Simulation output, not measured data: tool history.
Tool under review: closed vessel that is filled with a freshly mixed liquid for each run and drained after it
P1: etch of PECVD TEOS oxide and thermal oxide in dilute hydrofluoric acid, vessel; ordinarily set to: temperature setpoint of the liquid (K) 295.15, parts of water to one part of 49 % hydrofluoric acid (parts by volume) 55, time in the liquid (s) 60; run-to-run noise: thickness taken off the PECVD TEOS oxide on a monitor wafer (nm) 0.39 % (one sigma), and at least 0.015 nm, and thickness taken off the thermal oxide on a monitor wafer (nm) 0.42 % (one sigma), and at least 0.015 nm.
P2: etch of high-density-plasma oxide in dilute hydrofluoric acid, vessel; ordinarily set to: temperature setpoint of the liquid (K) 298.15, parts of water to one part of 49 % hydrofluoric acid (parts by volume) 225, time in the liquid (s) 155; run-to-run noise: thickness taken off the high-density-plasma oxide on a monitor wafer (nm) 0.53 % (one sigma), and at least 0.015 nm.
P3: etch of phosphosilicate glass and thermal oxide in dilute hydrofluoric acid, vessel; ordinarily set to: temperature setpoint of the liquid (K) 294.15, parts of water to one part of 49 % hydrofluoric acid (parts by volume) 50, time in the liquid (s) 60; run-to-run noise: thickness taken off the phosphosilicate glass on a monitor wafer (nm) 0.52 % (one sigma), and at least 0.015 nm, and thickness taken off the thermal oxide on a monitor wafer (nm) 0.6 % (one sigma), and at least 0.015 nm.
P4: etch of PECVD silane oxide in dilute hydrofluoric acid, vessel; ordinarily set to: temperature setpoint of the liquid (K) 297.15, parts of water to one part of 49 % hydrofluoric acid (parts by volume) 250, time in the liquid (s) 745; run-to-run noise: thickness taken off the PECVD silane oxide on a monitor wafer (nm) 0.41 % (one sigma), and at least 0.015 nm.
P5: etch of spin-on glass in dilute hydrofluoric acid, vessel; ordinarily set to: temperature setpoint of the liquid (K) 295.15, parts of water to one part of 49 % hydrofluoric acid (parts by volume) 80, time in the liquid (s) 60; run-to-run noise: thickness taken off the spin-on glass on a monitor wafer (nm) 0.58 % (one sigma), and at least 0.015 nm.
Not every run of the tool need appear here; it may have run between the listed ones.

run   hour  process that ran  temperature setpoint of the liquid (K)  parts of water to one part of 49 % hydrofluoric acid (parts by volume)  time in the liquid (s)  thickness taken off the PECVD TEOS oxide on a monitor wafer (nm)  thickness taken off the thermal oxide on a monitor wafer (nm)  thickness taken off the spin-on glass on a monitor wafer (nm)  thickness taken off the PECVD silane oxide on a monitor wafer (nm)  thickness taken off the high-density-plasma oxide on a monitor wafer (nm)  thickness taken off the phosphosilicate glass on a monitor wafer (nm)
  1   19.2                P1                                  295.15                                                                      55                      60                                                            30.911                                                         4.9566
  2   38.0                P5                                  295.15                                                                      80                      60                                                                                                                                                                                          17.410
  3   49.9                P1                                  302.65                                                                      80                      60                                                            27.748                                                         4.3678
  4   60.4                P1                                  301.15                                                                      55                      60                                                            39.291                                                         6.2690
      75.2  -- thermometer replaced
  5   77.1                P1                                  295.15                                                                      55                      60                                                            30.727                                                         4.9814
  6   95.7                P4                                  297.15                                                                     250                     745                                                                                                                                                                                                                                                             47.2700
  7  111.7                P1                                  290.15                                                                      55                      60                                                            24.988                                                         3.9705
  8  128.4                P4                                  297.15                                                                     250                     745                                                                                                                                                                                                                                                             47.3350
  9  143.4                P4                                  297.15                                                                     250                      80                                                                                                                                                                                                                                                              5.1157
 10  159.2                P1                                  295.15                                                                      55                      60                                                            30.887                                                         4.9367
 11  175.5                P1                                  295.15                                                                      55                      30                                                            15.488                                                         2.4801
 12  190.2                P1                                  295.15                                                                      20                      95                                                           140.180                                                        22.3640
 13  207.8                P1                                  290.65                                                                      95                      60                                                            14.184                                                         2.2616
 14  219.9                P1                                  295.15                                                                      55                      60                                                            30.872                                                         4.9334
 15  239.2                P2                                  305.65                                                                     225                     155                                                                                                                                                                                                                                                                                                                                         5.7643
 16  249.6                P3                                  294.15                                                                      50                      60                                                                                                                           5.2114                                                                                                                                                                                                                                                                               66.437
 17  266.2                P1                                  295.15                                                                      20                      60                                                            88.647                                                        14.1420
 18  274.6                P2                                  298.15                                                                     225                     155                                                                                                                                                                                                                                                                                                                                         4.4662
 19  285.8                P2                                  298.15                                                                      55                     155                                                                                                                                                                                                                                                                                                                                        22.2730
 20  298.0                P3                                  294.15                                                                      50                      60                                                                                                                           5.2083                                                                                                                                                                                                                                                                               67.060
 21  307.9                P5                                  295.15                                                                      80                      90                                                                                                                                                                                          26.268
 22  322.2                P4                                  302.65                                                                     250                     745                                                                                                                                                                                                                                                             57.1340
 23  335.0                P3                                  299.65                                                                      50                      60                                                                                                                           6.5154                                                                                                                                                                                                                                                                               83.395
 24  346.5                P4                                  297.15                                                                     435                     745                                                                                                                                                                                                                                                             22.7720
 25  363.6                P3                                  294.15                                                                      20                      60                                                                                                                          13.5070                                                                                                                                                                                                                                                                              173.120
 26  380.8                P5                                  300.65                                                                      80                      60                                                                                                                                                                                          21.636
 27  399.7                P1                                  295.15                                                                      55                      60                                                            30.862                                                         4.9421
 28  416.2                P1                                  295.15                                                                     105                      60                                                            15.210                                                         2.4229
 29  431.5                P2                                  298.15                                                                     225                      65                                                                                                                                                                                                                                                                                                                                         1.8781
 30  441.1                P2                                  298.15                                                                     225                     155                                                                                                                                                                                                                                                                                                                                         4.4291
 31  453.0                P5                                  295.15                                                                      20                      60                                                                                                                                                                                          75.280
 32  469.9                P1                                  295.15                                                                      55                      90                                                            46.032                                                         7.4139
 33  483.9                P3                                  294.15                                                                      50                      30                                                                                                                           2.6024                                                                                                                                                                                                                                                                               33.404
 34  501.9                P1                                  295.15                                                                      55                      60                                                            30.957                                                         4.8865
 35  518.3                P1                                  295.15                                                                      55                      60                                                            32.125                                                         5.1301
 36  530.7                P1                                  295.15                                                                      55                      60                                                            32.670                                                         5.2185
 37  545.5                P1                                  295.15                                                                      55                      60                                                            33.019                                                         5.2906
 38  554.3                P1                                  295.15                                                                      55                      60                                                            32.918                                                         5.2790
 39  568.8                P1                                  295.15                                                                      55                      60                                                            33.084                                                         5.3117
 40  577.6                P1                                  295.15                                                                      55                      60                                                            33.121                                                         5.3109

P1 no longer gives what it gave before; its output has crept away from where it was. The following 2 causes, each at its listed size, fit the log equally well:
A: hydrofluoric acid flow above the setpoint (%) = 7.18
B: liquid hotter than its thermometer reads (K) = 1.8
The gradual shift began around hour 501.9.

Below are 4 check runs, each averaged over 2 wafers, with their results shown as question marks. Which of them would give clearly different results depending on which cause is behind the drift?
check 1  586.4                P3                                  294.15                                                                      30                      35                                                                                                                                ?                                                                                                                                                                                                                                                                                    ?
check 2  586.4                P4                                  297.15                                                                     405                      85                                                                                                                                                                                                                                                                   ?
check 3  586.4                P2                                  298.15                                                                      60                     155                                                                                                                                                                                                                                                                                                                                              ?
check 4  586.4                P5                                  295.15                                                                      50                      60                                                                                                                                                                                               ?

What each check would give under each cause:
  check                                                                     result     if A     if B
check 1              thickness taken off the thermal oxide on a monitor wafer (nm)   5.5673   5.5933
check 1      thickness taken off the phosphosilicate glass on a monitor wafer (nm)   71.344   71.677
check 2         thickness taken off the PECVD silane oxide on a monitor wafer (nm)   3.1596   3.0492
check 3  thickness taken off the high-density-plasma oxide on a monitor wafer (nm)  21.7750  21.7230
check 4              thickness taken off the spin-on glass on a monitor wafer (nm)   31.117   31.152
Smallest distance between any two causes, each pair judged by its most separating result, in per cent: check 1 0.47 %; check 2 3.55 %; check 3 0.24 %; check 4 0.11 %
Check 2 is the one run that separates the causes; every other check would come out nearly the same whichever cause is at work.

The results of check 2 are: thickness taken off the PECVD silane oxide on a monitor wafer (nm) 3.0150. Based on these, which of the listed causes is it?

B is the cause: liquid hotter than its thermometer reads (K).

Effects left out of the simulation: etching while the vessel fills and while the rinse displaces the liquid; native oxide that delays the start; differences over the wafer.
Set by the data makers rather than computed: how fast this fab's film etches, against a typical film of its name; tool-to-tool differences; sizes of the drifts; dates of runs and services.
